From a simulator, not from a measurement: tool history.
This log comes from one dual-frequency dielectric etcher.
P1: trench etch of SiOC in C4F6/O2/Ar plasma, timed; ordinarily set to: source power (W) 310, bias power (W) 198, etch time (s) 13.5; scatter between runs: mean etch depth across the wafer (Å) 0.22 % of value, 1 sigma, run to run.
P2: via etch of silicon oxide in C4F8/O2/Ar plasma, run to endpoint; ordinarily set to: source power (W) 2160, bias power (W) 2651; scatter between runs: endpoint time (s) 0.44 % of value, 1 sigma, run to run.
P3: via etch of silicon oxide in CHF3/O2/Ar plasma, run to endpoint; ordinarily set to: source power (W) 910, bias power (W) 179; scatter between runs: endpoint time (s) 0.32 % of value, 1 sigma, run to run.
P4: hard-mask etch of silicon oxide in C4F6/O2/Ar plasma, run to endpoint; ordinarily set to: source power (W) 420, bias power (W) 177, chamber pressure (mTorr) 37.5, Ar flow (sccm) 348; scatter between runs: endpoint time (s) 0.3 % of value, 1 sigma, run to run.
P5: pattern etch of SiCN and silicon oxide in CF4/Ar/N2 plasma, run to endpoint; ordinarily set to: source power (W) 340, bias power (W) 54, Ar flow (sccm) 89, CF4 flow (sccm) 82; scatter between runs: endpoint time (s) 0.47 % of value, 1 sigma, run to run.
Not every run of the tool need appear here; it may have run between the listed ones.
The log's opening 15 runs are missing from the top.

| run | day | process that ran | source power (W) | bias power (W) | etch time (s) | Ar flow (sccm) | CF4 flow (sccm) | chamber pressure (mTorr) | mean etch depth across the wafer (Å) | endpoint time (s) |
|---|---|---|---|---|---|---|---|---|---|---|
| 16 | 4.138 | P2 | 2160 | 1600 |  |  |  |  |  | 362.410 |
| 17 | 4.308 | P3 | 910 | 179 |  |  |  |  |  | 336.170 |
| 18 | 4.646 | P2 | 2160 | 2651 |  |  |  |  |  | 312.440 |
| 19 | 4.842 | P3 | 550 | 179 |  |  |  |  |  | 409.550 |
| 20 | 5.188 | P1 | 200 | 198 | 13.5 |  |  |  | 224.34 |  |
| 21 | 5.388 | P1 | 310 | 131 | 13.5 |  |  |  | 234.02 |  |
| 22 | 5.729 | P3 | 910 | 179 |  |  |  |  |  | 336.630 |
| 23 | 5.925 | P4 | 420 | 177 |  | 348 |  | 37.5 |  | 72.848 |
| 24 | 6.167 | P1 | 310 | 198 | 10.0 |  |  |  | 197.39 |  |
| 25 | 6.500 | P1 | 310 | 198 | 13.5 |  |  |  | 265.76 |  |

Estimate the outcome of run 26 from the log above:
| 26 | 6.821 | P5 | 240 | 54 |  | 89 | 82 |  |  | ? |

{"run 26": {"endpoint time (s)": 31.965}}
